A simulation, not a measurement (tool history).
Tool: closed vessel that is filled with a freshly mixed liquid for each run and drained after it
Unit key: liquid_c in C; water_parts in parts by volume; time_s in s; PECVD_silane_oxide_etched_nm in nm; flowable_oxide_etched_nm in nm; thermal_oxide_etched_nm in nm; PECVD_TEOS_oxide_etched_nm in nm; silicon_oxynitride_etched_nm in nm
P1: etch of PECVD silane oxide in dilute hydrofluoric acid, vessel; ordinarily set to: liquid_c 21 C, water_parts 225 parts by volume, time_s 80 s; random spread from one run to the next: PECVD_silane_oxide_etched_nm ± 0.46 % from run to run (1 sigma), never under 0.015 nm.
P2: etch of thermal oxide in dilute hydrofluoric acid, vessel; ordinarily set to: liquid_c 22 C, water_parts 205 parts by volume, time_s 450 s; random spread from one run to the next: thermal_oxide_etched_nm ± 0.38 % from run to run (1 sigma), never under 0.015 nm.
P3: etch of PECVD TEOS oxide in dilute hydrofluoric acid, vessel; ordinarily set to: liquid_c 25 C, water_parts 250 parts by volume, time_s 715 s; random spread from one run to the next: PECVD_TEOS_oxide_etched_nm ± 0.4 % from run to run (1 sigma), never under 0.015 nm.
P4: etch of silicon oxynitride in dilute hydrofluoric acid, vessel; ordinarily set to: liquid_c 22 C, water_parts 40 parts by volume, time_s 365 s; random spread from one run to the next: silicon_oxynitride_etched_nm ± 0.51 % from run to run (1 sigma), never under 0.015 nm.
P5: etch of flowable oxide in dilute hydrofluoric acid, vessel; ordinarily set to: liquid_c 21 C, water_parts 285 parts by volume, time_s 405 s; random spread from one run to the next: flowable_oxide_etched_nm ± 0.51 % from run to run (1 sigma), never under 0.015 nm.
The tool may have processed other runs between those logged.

| run | day | process | liquid_c | water_parts | time_s | PECVD_silane_oxide_etched_nm | flowable_oxide_etched_nm | thermal_oxide_etched_nm | PECVD_TEOS_oxide_etched_nm | silicon_oxynitride_etched_nm |
|---|---|---|---|---|---|---|---|---|---|---|
| 1 | 0.258 | P1 | 21 | 225 | 80 | 11.053 |  |  |  |  |
| 2 | 0.388 | P5 | 21 | 285 | 405 |  | 57.063 |  |  |  |
| 3 | 0.583 | P1 | 27 | 310 | 80 | 9.0942 |  |  |  |  |
| 4 | 0.717 | P2 | 22 | 205 | 450 |  |  | 8.2034 |  |  |
| 5 | 0.912 | P3 | 25 | 75 | 715 |  |  |  | 126.76 |  |
| 6 | 1.154 | P4 | 17 | 40 | 365 |  |  |  |  | 19.721 |
| 7 | 1.358 | P1 | 21 | 225 | 80 | 11.189 |  |  |  |  |
| 8 | 1.646 | P2 | 22 | 295 | 450 |  |  | 5.1736 |  |  |
| 9 | 1.792 | P2 | 22 | 205 | 450 |  |  | 8.2186 |  |  |
| 10 | 2.012 | P1 | 21 | 225 | 80 | 11.098 |  |  |  |  |
| 11 | 2.204 | P5 | 21 | 500 | 405 |  | 27.017 |  |  |  |
| 12 | 2.412 | P3 | 25 | 250 | 65 |  |  |  | 2.7961 |  |
| 13 | 2.65 | P3 | 19.5 | 250 | 715 |  |  |  | 25.489 |  |
| 14 | 2.867 | P5 | 21 | 285 | 405 |  | 56.524 |  |  |  |
|  | 2.942 | hydrofluoric acid flow meter replaced |
| 15 | 3 | P3 | 25 | 250 | 715 |  |  |  | 30.896 |  |
| 16 | 3.158 | P1 | 21 | 225 | 35 | 4.8222 |  |  |  |  |
| 17 | 3.408 | P1 | 17 | 135 | 80 | 17.331 |  |  |  |  |
| 18 | 3.621 | P1 | 28 | 225 | 80 | 14.375 |  |  |  |  |
| 19 | 3.788 | P4 | 22 | 40 | 365 |  |  |  |  | 25.343 |
| 20 | 3.95 | P4 | 22 | 40 | 70 |  |  |  |  | 4.8763 |
| 21 | 4.088 | P3 | 25 | 250 | 715 |  |  |  | 30.875 |  |
| 22 | 4.242 | P1 | 17 | 225 | 80 | 9.4603 |  |  |  |  |
| 23 | 4.396 | P1 | 21 | 370 | 80 | 5.8543 |  |  |  |  |
| 24 | 4.662 | P5 | 21 | 285 | 60 |  | 8.4968 |  |  |  |
| 25 | 4.942 | P1 | 21 | 225 | 150 | 20.763 |  |  |  |  |
| 26 | 5.075 | P1 | 21 | 85 | 80 | 34.2 |  |  |  |  |
| 27 | 5.254 | P1 | 17 | 390 | 80 | 4.7642 |  |  |  |  |
| 28 | 5.404 | P4 | 22 | 60 | 365 |  |  |  |  | 16.582 |
| 29 | 5.692 | P2 | 28 | 205 | 450 |  |  | 10.222 |  |  |
| 30 | 5.954 | P2 | 22 | 205 | 165 |  |  | 3.0056 |  |  |
| 31 | 6.158 | P4 | 22 | 40 | 365 |  |  |  |  | 25.461 |
| 32 | 6.392 | P5 | 17 | 285 | 405 |  | 49.054 |  |  |  |
| 33 | 6.571 | P1 | 21 | 225 | 80 | 11.114 |  |  |  |  |
| 34 | 6.762 | P1 | 21 | 225 | 80 | 11.021 |  |  |  |  |
| 35 | 7.05 | P1 | 21 | 225 | 80 | 10.498 |  |  |  |  |
| 36 | 7.254 | P1 | 21 | 225 | 80 | 10.46 |  |  |  |  |

Run 37 comes next. What will it give?
| 37 | 7.529 | P1 | 21 | 225 | 80 | ? |  |  |  |  |

{"run 37": {"PECVD_silane_oxide_etched_nm": 10.277}}
